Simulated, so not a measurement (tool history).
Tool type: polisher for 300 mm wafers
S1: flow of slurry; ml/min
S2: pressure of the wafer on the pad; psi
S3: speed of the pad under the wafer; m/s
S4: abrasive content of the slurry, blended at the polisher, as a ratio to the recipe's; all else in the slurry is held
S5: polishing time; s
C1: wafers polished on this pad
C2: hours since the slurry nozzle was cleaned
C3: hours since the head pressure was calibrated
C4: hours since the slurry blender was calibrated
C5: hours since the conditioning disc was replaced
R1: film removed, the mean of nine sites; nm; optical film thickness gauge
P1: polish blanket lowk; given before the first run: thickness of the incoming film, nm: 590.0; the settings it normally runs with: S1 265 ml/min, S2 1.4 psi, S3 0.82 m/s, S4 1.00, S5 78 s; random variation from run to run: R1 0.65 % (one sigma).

{"run": 1, "day": 0.262, "S1": 265, "S2": 1.4, "S3": 0.82, "S4": 1.0, "S5": 78, "C1": 152, "C2": 198.2, "C3": 626.5, "C4": 57.5, "C5": 73.6, "R1": 20.547}
{"run": 2, "day": 0.488, "S1": 390, "S2": 1.4, "S3": 0.82, "S4": 1.0, "S5": 78, "C1": 191, "C2": 203.6, "C3": 631.9, "C4": 62.9, "C5": 79.0, "R1": 21.307}
{"run": 3, "day": 0.692, "S1": 265, "S2": 1.4, "S3": 0.82, "S4": 1.0, "S5": 78, "C1": 226, "C2": 208.5, "C3": 636.8, "C4": 67.8, "C5": 83.9, "R1": 20.577}
{"run": 4, "day": 0.975, "S1": 265, "S2": 1.4, "S3": 0.82, "S4": 1.0, "S5": 122, "C1": 275, "C2": 215.3, "C3": 643.6, "C4": 74.6, "C5": 90.7, "R1": 32.49}
{"day": 1.321, "done": "head pressure recalibrated"}
{"run": 5, "day": 1.333, "S1": 265, "S2": 0.6, "S3": 0.82, "S4": 1.0, "S5": 78, "C1": 337, "C2": 223.9, "C3": 0.4, "C4": 83.2, "C5": 99.3, "R1": 8.8134}
{"run": 6, "day": 1.742, "S1": 265, "S2": 1.4, "S3": 0.82, "S4": 1.0, "S5": 78, "C1": 407, "C2": 233.7, "C3": 10.2, "C4": 93.0, "C5": 109.1, "R1": 20.528}
{"run": 7, "day": 2.05, "S1": 265, "S2": 1.4, "S3": 0.82, "S4": 0.6, "S5": 78, "C1": 461, "C2": 241.1, "C3": 17.6, "C4": 100.4, "C5": 116.5, "R1": 15.832}
{"run": 8, "day": 2.471, "S1": 265, "S2": 1.4, "S3": 0.82, "S4": 1.0, "S5": 43, "C1": 533, "C2": 251.2, "C3": 27.7, "C4": 110.5, "C5": 126.6, "R1": 11.442}
{"run": 9, "day": 2.767, "S1": 265, "S2": 1.4, "S3": 0.82, "S4": 1.35, "S5": 78, "C1": 585, "C2": 258.3, "C3": 34.8, "C4": 117.6, "C5": 133.7, "R1": 22.95}
{"run": 10, "day": 3.108, "S1": 265, "S2": 1.9, "S3": 0.82, "S4": 1.0, "S5": 78, "C1": 644, "C2": 266.5, "C3": 43.0, "C4": 125.8, "C5": 141.9, "R1": 28.12}
{"run": 11, "day": 3.4, "S1": 265, "S2": 1.4, "S3": 0.82, "S4": 1.0, "S5": 78, "C1": 694, "C2": 273.5, "C3": 50.0, "C4": 132.8, "C5": 148.9, "R1": 20.579}
{"run": 12, "day": 3.704, "S1": 265, "S2": 1.4, "S3": 1.22, "S4": 1.0, "S5": 78, "C1": 747, "C2": 280.8, "C3": 57.3, "C4": 140.1, "C5": 156.2, "R1": 28.224}
{"run": 13, "day": 4.108, "S1": 160, "S2": 1.4, "S3": 0.82, "S4": 1.0, "S5": 78, "C1": 816, "C2": 290.5, "C3": 67.0, "C4": 149.8, "C5": 165.9, "R1": 19.25}
{"run": 14, "day": 4.475, "S1": 265, "S2": 1.4, "S3": 0.38, "S4": 1.0, "S5": 78, "C1": 880, "C2": 299.3, "C3": 75.8, "C4": 158.6, "C5": 174.7, "R1": 11.094}
{"run": 15, "day": 4.75, "S1": 365, "S2": 1.4, "S3": 1.16, "S4": 1.0, "S5": 78, "C1": 927, "C2": 305.9, "C3": 82.4, "C4": 165.2, "C5": 181.3, "R1": 28.041}
{"run": 16, "day": 5.075, "S1": 265, "S2": 1.4, "S3": 0.82, "S4": 1.0, "S5": 78, "C1": 983, "C2": 313.7, "C3": 90.2, "C4": 173.0, "C5": 189.1, "R1": 20.438}
{"run": 17, "day": 5.3, "S1": 265, "S2": 1.4, "S3": 0.82, "S4": 1.0, "S5": 78, "C1": 1022, "C2": 319.1, "C3": 95.6, "C4": 178.4, "C5": 194.5, "R1": 20.217}
{"run": 18, "day": 5.583, "S1": 265, "S2": 1.4, "S3": 0.82, "S4": 1.0, "S5": 78, "C1": 1071, "C2": 325.9, "C3": 102.4, "C4": 185.2, "C5": 201.3, "R1": 19.855}
{"run": 19, "day": 5.925, "S1": 265, "S2": 1.4, "S3": 0.82, "S4": 1.0, "S5": 78, "C1": 1130, "C2": 334.1, "C3": 110.6, "C4": 193.4, "C5": 209.5, "R1": 19.293}
{"day": 6.088, "done": "slurry nozzle cleaned"}
{"day": 6.162, "done": "conditioning disc replaced and pad reconditioned"}
{"run": 20, "day": 6.296, "S1": 265, "S2": 1.4, "S3": 0.82, "S4": 1.0, "S5": 78, "C1": 1194, "C2": 5.0, "C3": 119.5, "C4": 202.3, "C5": 3.2, "R1": 19.061}
{"run": 21, "day": 6.7, "S1": 265, "S2": 1.4, "S3": 0.82, "S4": 1.0, "S5": 78, "C1": 1264, "C2": 14.7, "C3": 129.2, "C4": 212.0, "C5": 12.9, "R1": 19.075}
{"day": 6.933, "done": "head pressure recalibrated"}
{"run": 22, "day": 7.004, "S1": 265, "S2": 1.4, "S3": 0.82, "S4": 1.0, "S5": 78, "C1": 1317, "C2": 22.0, "C3": 1.7, "C4": 219.3, "C5": 20.2, "R1": 19.109}
{"run": 23, "day": 7.225, "S1": 265, "S2": 1.4, "S3": 0.82, "S4": 1.0, "S5": 78, "C1": 1355, "C2": 27.3, "C3": 7.0, "C4": 224.6, "C5": 25.5, "R1": 18.921}
{"run": 24, "day": 7.442, "S1": 265, "S2": 1.4, "S3": 0.82, "S4": 1.0, "S5": 78, "C1": 1392, "C2": 32.5, "C3": 12.2, "C4": 229.8, "C5": 30.7, "R1": 18.887}
{"run": 25, "day": 7.775, "S1": 265, "S2": 1.4, "S3": 0.82, "S4": 1.0, "S5": 78, "C1": 1450, "C2": 40.5, "C3": 20.2, "C4": 237.8, "C5": 38.7, "R1": 19.11}

The output of P1 has drifted from where it used to be. Each of the 2 causes below, taken at the size shown beside it, accounts for the log equally well:
A: removal rate lost through wear of the pad, % = 8.29
B: abrasive missing from the slurry, % = 16.6
The gradual shift began around day 5.075.
Each remaining cause and why it is not a fit:
slurry flow missing at the pad, %: serviced at day 6.088, after the change had begun; the process did not return to its earlier output
head's pressure below its setpoint, %: serviced at day 6.933, after the change had begun; the process did not return to its earlier output
time polished since the conditioner stopped cutting, s: serviced at day 6.162, after the change had begun; the process did not return to its earlier output

Which of the 4 check runs listed below, each an average over 5 wafers with its results shown as question marks, gives clearly different results under the different listed causes?
{"run": "check 1", "day": 8.108, "S1": 330, "S2": 0.8, "S3": 0.82, "S4": 1.0, "S5": 78, "R1": "?"}
{"run": "check 2", "day": 8.108, "S1": 160, "S2": 1.4, "S3": 1.18, "S4": 1.0, "S5": 78, "R1": "?"}
{"run": "check 3", "day": 8.108, "S1": 265, "S2": 0.6, "S3": 0.82, "S4": 1.0, "S5": 51, "R1": "?"}
{"run": "check 4", "day": 8.108, "S1": 265, "S2": 1.9, "S3": 0.82, "S4": 0.6, "S5": 78, "R1": "?"}

Predicted outcomes, by check and by cause:
check=check_1 result=R1 if_A=11.0300 if_B=11.0290
check=check_2 result=R1 if_A=23.7110 if_B=23.7090
check=check_3 result=R1 if_A=5.3017 if_B=5.3013
check=check_4 result=R1 if_A=19.7060 if_B=19.2580
Smallest distance between any two causes, each pair judged by its most separating result, in per cent: check 1 0.01 %; check 2 0.01 %; check 3 0.01 %; check 4 2.3 %
Check 4 is the one run that separates the causes; every other check would come out nearly the same whichever cause is at work.

With check 4 done, the readings were: R1 19.2770 nm. Identify which of the listed causes applies.

Of the candidate causes, it is B: abrasive missing from the slurry, %.

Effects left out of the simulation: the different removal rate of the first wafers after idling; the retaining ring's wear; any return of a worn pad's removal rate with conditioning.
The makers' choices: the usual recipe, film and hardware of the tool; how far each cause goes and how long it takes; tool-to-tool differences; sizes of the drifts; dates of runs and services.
